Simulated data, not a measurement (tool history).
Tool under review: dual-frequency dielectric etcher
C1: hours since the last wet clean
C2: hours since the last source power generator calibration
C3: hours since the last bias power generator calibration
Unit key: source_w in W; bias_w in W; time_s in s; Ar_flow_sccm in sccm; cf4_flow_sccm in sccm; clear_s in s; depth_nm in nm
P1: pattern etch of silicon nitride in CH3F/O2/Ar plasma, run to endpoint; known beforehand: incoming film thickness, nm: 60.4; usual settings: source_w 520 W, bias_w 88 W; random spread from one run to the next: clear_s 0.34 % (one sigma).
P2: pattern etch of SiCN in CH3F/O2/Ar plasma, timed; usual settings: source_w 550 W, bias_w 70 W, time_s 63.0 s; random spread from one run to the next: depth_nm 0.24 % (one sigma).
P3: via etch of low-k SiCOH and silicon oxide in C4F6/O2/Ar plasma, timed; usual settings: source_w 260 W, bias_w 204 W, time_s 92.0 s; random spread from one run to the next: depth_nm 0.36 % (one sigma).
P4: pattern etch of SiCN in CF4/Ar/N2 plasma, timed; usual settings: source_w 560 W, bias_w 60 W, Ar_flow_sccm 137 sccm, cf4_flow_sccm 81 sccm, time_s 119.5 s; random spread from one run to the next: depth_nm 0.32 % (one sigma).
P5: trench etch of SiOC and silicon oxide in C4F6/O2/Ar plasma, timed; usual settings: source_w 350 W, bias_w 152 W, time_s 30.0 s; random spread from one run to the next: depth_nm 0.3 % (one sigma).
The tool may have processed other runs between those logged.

Run 1, hour 5.1: process P1, source_w 520 W, bias_w 88 W; C1 166.5; C2 763.3; C3 1016.0. Result: clear_s 72.710 s.
Run 2, hour 9.4: process P2, source_w 550 W, bias_w 70 W, time_s 63.0 s; C1 170.8; C2 767.6; C3 1020.3. Result: depth_nm 27.177 nm.
Run 3, hour 15.1: process P4, source_w 560 W, bias_w 60 W, time_s 119.5 s, Ar_flow_sccm 175 sccm, cf4_flow_sccm 81 sccm; C1 176.5; C2 773.3; C3 1026.0. Result: depth_nm 112.970 nm.
Run 4, hour 20.7: process P5, source_w 350 W, bias_w 214 W, time_s 30.0 s; C1 182.1; C2 778.9; C3 1031.6. Result: depth_nm 58.749 nm.
Run 5, hour 27.1: process P4, source_w 560 W, bias_w 60 W, time_s 119.5 s, Ar_flow_sccm 137 sccm, cf4_flow_sccm 55 sccm; C1 188.5; C2 785.3; C3 1038.0. Result: depth_nm 110.430 nm.
Run 6, hour 30.8: process P3, source_w 260 W, bias_w 204 W, time_s 92.0 s; C1 192.2; C2 789.0; C3 1041.7. Result: depth_nm 227.380 nm.
Run 7, hour 33.8: process P2, source_w 420 W, bias_w 70 W, time_s 63.0 s; C1 195.2; C2 792.0; C3 1044.7. Result: depth_nm 24.703 nm.
Run 8, hour 38.8: process P1, source_w 640 W, bias_w 58 W; C1 200.2; C2 797.0; C3 1049.7. Result: clear_s 76.418 s.
Run 9, hour 45.5: process P3, source_w 260 W, bias_w 121 W, time_s 92.0 s; C1 206.9; C2 803.7; C3 1056.4. Result: depth_nm 193.180 nm.
Run 10, hour 48.8: process P4, source_w 560 W, bias_w 39 W, time_s 119.5 s, Ar_flow_sccm 137 sccm, cf4_flow_sccm 81 sccm; C1 210.2; C2 807.0; C3 1059.7. Result: depth_nm 102.320 nm.
Run 11, hour 55.4: process P3, source_w 190 W, bias_w 204 W, time_s 92.0 s; C1 216.8; C2 813.6; C3 1066.3. Result: depth_nm 202.520 nm.
Run 12, hour 59.8: process P5, source_w 350 W, bias_w 152 W, time_s 30.0 s; C1 221.2; C2 818.0; C3 1070.7. Result: depth_nm 52.689 nm.
Run 13, hour 63.9: process P1, source_w 520 W, bias_w 88 W; C1 225.3; C2 822.1; C3 1074.8. Result: clear_s 72.209 s.
Run 14, hour 68.5: process P4, source_w 560 W, bias_w 60 W, time_s 119.5 s, Ar_flow_sccm 137 sccm, cf4_flow_sccm 81 sccm; C1 229.9; C2 826.7; C3 1079.4. Result: depth_nm 117.770 nm.
Run 15, hour 75.1: process P4, source_w 330 W, bias_w 60 W, time_s 119.5 s, Ar_flow_sccm 137 sccm, cf4_flow_sccm 81 sccm; C1 236.5; C2 833.3; C3 1086.0. Result: depth_nm 74.049 nm.
Run 16, hour 79.3: process P2, source_w 550 W, bias_w 41 W, time_s 63.0 s; C1 240.7; C2 837.5; C3 1090.2. Result: depth_nm 22.926 nm.
Run 17, hour 83.5: process P1, source_w 520 W, bias_w 88 W; C1 244.9; C2 841.7; C3 1094.4. Result: clear_s 71.732 s.
Run 18, hour 87.2: process P1, source_w 640 W, bias_w 88 W; C1 248.6; C2 845.4; C3 1098.1. Result: clear_s 66.723 s.
Run 19, hour 93.8: process P1, source_w 520 W, bias_w 88 W; C1 255.2; C2 852.0; C3 1104.7. Result: clear_s 72.408 s.
Run 20, hour 97.7: process P4, source_w 560 W, bias_w 60 W, time_s 119.5 s, Ar_flow_sccm 137 sccm, cf4_flow_sccm 81 sccm; C1 259.1; C2 855.9; C3 1108.6. Result: depth_nm 118.650 nm.
Run 21, hour 104.3: process P1, source_w 520 W, bias_w 119 W; C1 265.7; C2 862.5; C3 1115.2. Result: clear_s 64.727 s.

Run 22 is up next; what results do you expect?
Run 22, hour 107.9: process P1, source_w 520 W, bias_w 53 W; C1 269.3; C2 866.1; C3 1118.8. Result: clear_s ?.

{"run 22": {"clear_s": 85.368}}

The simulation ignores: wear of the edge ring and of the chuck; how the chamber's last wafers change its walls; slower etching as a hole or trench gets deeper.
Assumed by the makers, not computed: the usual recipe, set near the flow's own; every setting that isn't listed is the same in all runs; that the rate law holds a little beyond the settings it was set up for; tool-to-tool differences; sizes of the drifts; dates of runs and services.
